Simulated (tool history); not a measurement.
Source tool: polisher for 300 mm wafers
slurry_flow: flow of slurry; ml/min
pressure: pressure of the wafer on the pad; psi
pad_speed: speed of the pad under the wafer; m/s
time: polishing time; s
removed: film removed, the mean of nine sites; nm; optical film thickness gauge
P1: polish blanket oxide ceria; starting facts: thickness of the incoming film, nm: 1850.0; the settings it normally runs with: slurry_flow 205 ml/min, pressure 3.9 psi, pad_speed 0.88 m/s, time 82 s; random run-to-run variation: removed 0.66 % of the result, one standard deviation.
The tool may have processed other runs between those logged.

run  hour  slurry_flow  pressure  pad_speed  time  wafers polished on this pad  hours since the slurry nozzle was cleaned  hours since the head pressure was calibrated  removed
  1     6          205       3.9       0.88    82                          280                                      225.8                                         562.3   396.48
  2  11.4          205       3.9       0.88    82                          347                                      231.2                                         567.7   396.26
  3  20.9          125       3.9       0.88   102                          464                                      240.7                                         577.2   452.61
  4  28.4          310       3.9       0.88    82                          557                                      248.2                                         584.7    416.2
  5  38.5          205       2.5       0.88    82                          682                                      258.3                                         594.8   252.03
  6  45.3          205       3.9       0.88    82                          765                                      265.1                                         601.6      396
  7  54.4          205       3.9       1.18    55                          878                                      274.2                                         610.7   352.52
  8  61.4          205       3.9       0.64    82                          964                                      281.2                                         617.7   287.37
  9  68.4          125       3.9       0.88    82                         1051                                      288.2                                         624.7   364.92
 10    74          205       3.9       1.36    82                         1120                                      293.8                                         630.3   612.83
 11  80.3          205       3.9       0.88   117                         1197                                      300.1                                         636.6   573.51
 12  89.3          205       3.9       0.88    82                         1308                                      309.1                                         645.6   391.71
 13  94.2          205       5.9       0.88    82                         1369                                        314                                         650.5   596.06

Run 14 has not been measured yet. What should we expect?
 14  104.4          205       3.9       0.88    47                         1495                                      324.2                                         660.7        ?

For run 14 the tool returned removed 230.32 nm.
